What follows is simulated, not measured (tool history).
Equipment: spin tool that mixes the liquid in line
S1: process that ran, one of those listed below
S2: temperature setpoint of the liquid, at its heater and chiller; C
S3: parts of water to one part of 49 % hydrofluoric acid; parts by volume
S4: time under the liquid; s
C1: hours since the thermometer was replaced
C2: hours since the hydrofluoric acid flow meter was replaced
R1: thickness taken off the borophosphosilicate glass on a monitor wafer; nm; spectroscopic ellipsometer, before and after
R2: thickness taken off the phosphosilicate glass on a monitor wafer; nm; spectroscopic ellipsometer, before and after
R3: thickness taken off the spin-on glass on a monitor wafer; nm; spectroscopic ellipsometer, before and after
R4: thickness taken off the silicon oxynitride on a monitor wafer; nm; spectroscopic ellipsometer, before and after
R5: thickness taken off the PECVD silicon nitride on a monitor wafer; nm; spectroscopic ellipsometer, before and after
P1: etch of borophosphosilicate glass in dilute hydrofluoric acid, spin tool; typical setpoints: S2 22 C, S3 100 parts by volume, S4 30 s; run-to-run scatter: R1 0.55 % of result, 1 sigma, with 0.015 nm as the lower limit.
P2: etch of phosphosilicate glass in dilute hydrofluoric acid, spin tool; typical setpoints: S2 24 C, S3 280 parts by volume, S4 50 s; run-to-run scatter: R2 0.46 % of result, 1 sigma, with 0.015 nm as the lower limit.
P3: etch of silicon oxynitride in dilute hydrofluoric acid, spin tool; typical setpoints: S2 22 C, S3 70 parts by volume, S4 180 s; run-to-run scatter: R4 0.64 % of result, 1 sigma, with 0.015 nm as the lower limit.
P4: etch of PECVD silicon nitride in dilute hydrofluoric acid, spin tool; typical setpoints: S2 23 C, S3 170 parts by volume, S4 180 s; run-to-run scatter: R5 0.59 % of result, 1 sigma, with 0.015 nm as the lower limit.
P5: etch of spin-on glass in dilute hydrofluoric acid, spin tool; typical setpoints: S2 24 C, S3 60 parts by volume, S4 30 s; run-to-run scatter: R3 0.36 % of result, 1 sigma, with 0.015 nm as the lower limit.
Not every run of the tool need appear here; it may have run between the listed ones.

{"run": 1, "hour": 6.7, "S1": "P1", "S2": 22, "S3": 100, "S4": 30, "C1": 358.4, "C2": 893.4, "R1": 19.04}
{"run": 2, "hour": 16.1, "S1": "P1", "S2": 27, "S3": 100, "S4": 15, "C1": 367.8, "C2": 902.8, "R1": 11.658}
{"run": 3, "hour": 25.8, "S1": "P2", "S2": 24, "S3": 280, "S4": 50, "C1": 377.5, "C2": 912.5, "R2": 8.7101}
{"run": 4, "hour": 36.7, "S1": "P5", "S2": 24, "S3": 60, "S4": 30, "C1": 388.4, "C2": 923.4, "R3": 14.75}
{"run": 5, "hour": 45.9, "S1": "P3", "S2": 22, "S3": 70, "S4": 180, "C1": 397.6, "C2": 932.6, "R4": 3.3497}
{"run": 6, "hour": 56.5, "S1": "P2", "S2": 24, "S3": 70, "S4": 50, "C1": 408.2, "C2": 943.2, "R2": 44.212}
{"run": 7, "hour": 66.0, "S1": "P1", "S2": 30.5, "S3": 100, "S4": 30, "C1": 417.7, "C2": 952.7, "R1": 26.524}
{"run": 8, "hour": 72.7, "S1": "P1", "S2": 17, "S3": 100, "S4": 30, "C1": 424.4, "C2": 959.4, "R1": 15.563}
{"run": 9, "hour": 84.5, "S1": "P3", "S2": 22, "S3": 70, "S4": 275, "C1": 436.2, "C2": 971.2, "R4": 5.1509}
{"run": 10, "hour": 92.1, "S1": "P1", "S2": 22, "S3": 100, "S4": 30, "C1": 443.8, "C2": 978.8, "R1": 19.264}
{"run": 11, "hour": 99.0, "S1": "P4", "S2": 23, "S3": 170, "S4": 180, "C1": 450.7, "C2": 985.7, "R5": 5.6269}
{"run": 12, "hour": 107.6, "S1": "P1", "S2": 22, "S3": 100, "S4": 30, "C1": 459.3, "C2": 994.3, "R1": 19.256}
{"run": 13, "hour": 112.8, "S1": "P1", "S2": 22, "S3": 100, "S4": 60, "C1": 464.5, "C2": 999.5, "R1": 37.877}
{"run": 14, "hour": 121.8, "S1": "P4", "S2": 23, "S3": 170, "S4": 180, "C1": 473.5, "C2": 1008.5, "R5": 5.706}
{"run": 15, "hour": 130.9, "S1": "P1", "S2": 22, "S3": 100, "S4": 30, "C1": 482.6, "C2": 1017.6, "R1": 19.144}
{"run": 16, "hour": 136.2, "S1": "P2", "S2": 24, "S3": 280, "S4": 50, "C1": 487.9, "C2": 1022.9, "R2": 8.797}
{"run": 17, "hour": 147.7, "S1": "P5", "S2": 24, "S3": 30, "S4": 30, "C1": 499.4, "C2": 1034.4, "R3": 30.746}
{"run": 18, "hour": 157.4, "S1": "P4", "S2": 23, "S3": 170, "S4": 295, "C1": 509.1, "C2": 1044.1, "R5": 9.3127}
{"run": 19, "hour": 166.1, "S1": "P1", "S2": 22, "S3": 150, "S4": 30, "C1": 517.8, "C2": 1052.8, "R1": 12.031}
{"run": 20, "hour": 173.0, "S1": "P3", "S2": 22, "S3": 110, "S4": 180, "C1": 524.7, "C2": 1059.7, "R4": 2.0752}
{"run": 21, "hour": 182.8, "S1": "P4", "S2": 30.5, "S3": 170, "S4": 180, "C1": 534.5, "C2": 1069.5, "R5": 9.0281}

What does the tool deliver on the next run?
{"run": 22, "hour": 193.2, "S1": "P5", "S2": 17, "S3": 60, "S4": 30, "C1": 544.9, "C2": 1079.9, "R3": "?"}

Logged for run 22: R3 11.048 nm.

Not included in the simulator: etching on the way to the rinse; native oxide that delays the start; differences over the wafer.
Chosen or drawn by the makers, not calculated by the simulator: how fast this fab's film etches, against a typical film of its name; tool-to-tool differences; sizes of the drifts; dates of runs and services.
